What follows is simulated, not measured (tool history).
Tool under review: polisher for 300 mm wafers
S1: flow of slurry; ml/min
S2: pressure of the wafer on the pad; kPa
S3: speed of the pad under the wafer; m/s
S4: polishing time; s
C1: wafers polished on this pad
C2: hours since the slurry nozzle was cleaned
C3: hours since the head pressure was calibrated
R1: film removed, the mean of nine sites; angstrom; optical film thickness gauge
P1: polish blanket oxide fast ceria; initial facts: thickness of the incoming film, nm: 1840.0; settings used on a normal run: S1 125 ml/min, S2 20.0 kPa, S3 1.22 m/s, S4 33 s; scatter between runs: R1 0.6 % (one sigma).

Run 1, hour 7.4: S1 125 ml/min, S2 20.0 kPa, S3 1.22 m/s, S4 33 s; C1 869; C2 172.4; C3 244.3. Result: R1 5660.8 angstrom.
Run 2, hour 15.1: S1 125 ml/min, S2 20.0 kPa, S3 1.22 m/s, S4 33 s; C1 945; C2 180.1; C3 252.0. Result: R1 5679.4 angstrom.
Run 3, hour 25.0: S1 125 ml/min, S2 11.0 kPa, S3 1.22 m/s, S4 33 s; C1 1043; C2 190.0; C3 261.9. Result: R1 3094.0 angstrom.
Run 4, hour 35.1: S1 125 ml/min, S2 20.0 kPa, S3 1.22 m/s, S4 33 s; C1 1143; C2 200.1; C3 272.0. Result: R1 5621.8 angstrom.
Run 5, hour 46.9: S1 125 ml/min, S2 20.0 kPa, S3 1.22 m/s, S4 33 s; C1 1260; C2 211.9; C3 283.8. Result: R1 5614.7 angstrom.
Run 6, hour 53.3: S1 125 ml/min, S2 25.5 kPa, S3 1.22 m/s, S4 33 s; C1 1323; C2 218.3; C3 290.2. Result: R1 7269.9 angstrom.
Run 7, hour 59.6: S1 125 ml/min, S2 20.0 kPa, S3 1.22 m/s, S4 33 s; C1 1385; C2 224.6; C3 296.5. Result: R1 5689.1 angstrom.
Run 8, hour 71.4: S1 125 ml/min, S2 20.0 kPa, S3 1.22 m/s, S4 22 s; C1 1502; C2 236.4; C3 308.3. Result: R1 3796.2 angstrom.
Run 9, hour 82.5: S1 125 ml/min, S2 20.0 kPa, S3 0.82 m/s, S4 33 s; C1 1612; C2 247.5; C3 319.4. Result: R1 3798.0 angstrom.
Run 10, hour 89.7: S1 165 ml/min, S2 20.0 kPa, S3 0.90 m/s, S4 33 s; C1 1684; C2 254.7; C3 326.6. Result: R1 4372.9 angstrom.
Run 11, hour 96.2: S1 125 ml/min, S2 20.0 kPa, S3 1.22 m/s, S4 52 s; C1 1748; C2 261.2; C3 333.1. Result: R1 8850.2 angstrom.
Run 12, hour 107.5: S1 125 ml/min, S2 9.0 kPa, S3 1.68 m/s, S4 33 s; C1 1860; C2 272.5; C3 344.4. Result: R1 3504.1 angstrom.
Run 13, hour 117.3: S1 75 ml/min, S2 20.0 kPa, S3 1.22 m/s, S4 33 s; C1 1957; C2 282.3; C3 354.2. Result: R1 4977.7 angstrom.
Run 14, hour 127.3: S1 195 ml/min, S2 20.0 kPa, S3 1.22 m/s, S4 33 s; C1 2056; C2 292.3; C3 364.2. Result: R1 6100.8 angstrom.
At hour 131.8: worn pad replaced by a new one.
Run 15, hour 135.0: S1 125 ml/min, S2 20.0 kPa, S3 1.88 m/s, S4 33 s; C1 31; C2 300.0; C3 371.9. Result: R1 8776.1 angstrom.
Run 16, hour 146.6: S1 125 ml/min, S2 20.0 kPa, S3 1.22 m/s, S4 33 s; C1 146; C2 311.6; C3 383.5. Result: R1 5711.5 angstrom.
Run 17, hour 157.7: S1 125 ml/min, S2 20.0 kPa, S3 1.22 m/s, S4 33 s; C1 256; C2 322.7; C3 394.6. Result: R1 5288.8 angstrom.
Run 18, hour 163.3: S1 125 ml/min, S2 20.0 kPa, S3 1.22 m/s, S4 33 s; C1 312; C2 328.3; C3 400.2. Result: R1 5232.1 angstrom.
Run 19, hour 175.1: S1 125 ml/min, S2 20.0 kPa, S3 1.22 m/s, S4 33 s; C1 428; C2 340.1; C3 412.0. Result: R1 5101.1 angstrom.
At hour 179.4: worn pad replaced by a new one.
Run 20, hour 183.1: S1 125 ml/min, S2 20.0 kPa, S3 1.22 m/s, S4 33 s; C1 37; C2 348.1; C3 420.0. Result: R1 5020.4 angstrom.
Run 21, hour 194.3: S1 125 ml/min, S2 20.0 kPa, S3 1.22 m/s, S4 33 s; C1 148; C2 359.3; C3 431.2. Result: R1 5002.3 angstrom.
Run 22, hour 201.5: S1 125 ml/min, S2 20.0 kPa, S3 1.22 m/s, S4 33 s; C1 219; C2 366.5; C3 438.4. Result: R1 5015.6 angstrom.

The log shows P1 creeping away from where it was. Any of the 2 causes listed here, at the size stated for it, fits the log just as well as the others:
A: head's pressure below its setpoint, % = 11.7
B: slurry flow missing at the pad, % = 38.6
The gradual shift began around hour 146.6.
Other possible causes, and why each is ruled out:
removal rate lost through wear of the pad, %: serviced at hour 179.4, after the drift had started, without restoring the earlier output

You are offered 4 check runs, listed below with question marks in place of their results; each one averages 2 wafers. Which run separates the listed causes by giving clearly different results for each?
Run check 1, hour 208.7: S1 125 ml/min, S2 11.7 kPa, S3 1.22 m/s, S4 33 s. Result: R1 ?.
Run check 2, hour 208.7: S1 125 ml/min, S2 20.0 kPa, S3 1.22 m/s, S4 49 s. Result: R1 ?.
Run check 3, hour 208.7: S1 190 ml/min, S2 20.0 kPa, S3 1.22 m/s, S4 33 s. Result: R1 ?.
Run check 4, hour 208.7: S1 125 ml/min, S2 20.0 kPa, S3 1.54 m/s, S4 44 s. Result: R1 ?.

If the cause were each of the candidates in turn, the checks would give the following:
  check  result    if A    if B
check 1      R1  2935.3  2933.8
check 2      R1  7434.9  7431.3
check 3      R1  5376.6  5588.6
check 4      R1  8427.4  8423.3
Distance between the nearest two causes, measured in the result of the check that separates them most: check 1 0.05 %; check 2 0.05 %; check 3 3.87 %; check 4 0.05 %
The other checks would show nearly matching results whichever cause is true, so check 3 is the only one that separates the causes.

With check 3 done, the readings were: R1 5366.2 angstrom. Identify which of the listed causes applies.

Of the candidate causes, it is A: head's pressure below its setpoint, %.

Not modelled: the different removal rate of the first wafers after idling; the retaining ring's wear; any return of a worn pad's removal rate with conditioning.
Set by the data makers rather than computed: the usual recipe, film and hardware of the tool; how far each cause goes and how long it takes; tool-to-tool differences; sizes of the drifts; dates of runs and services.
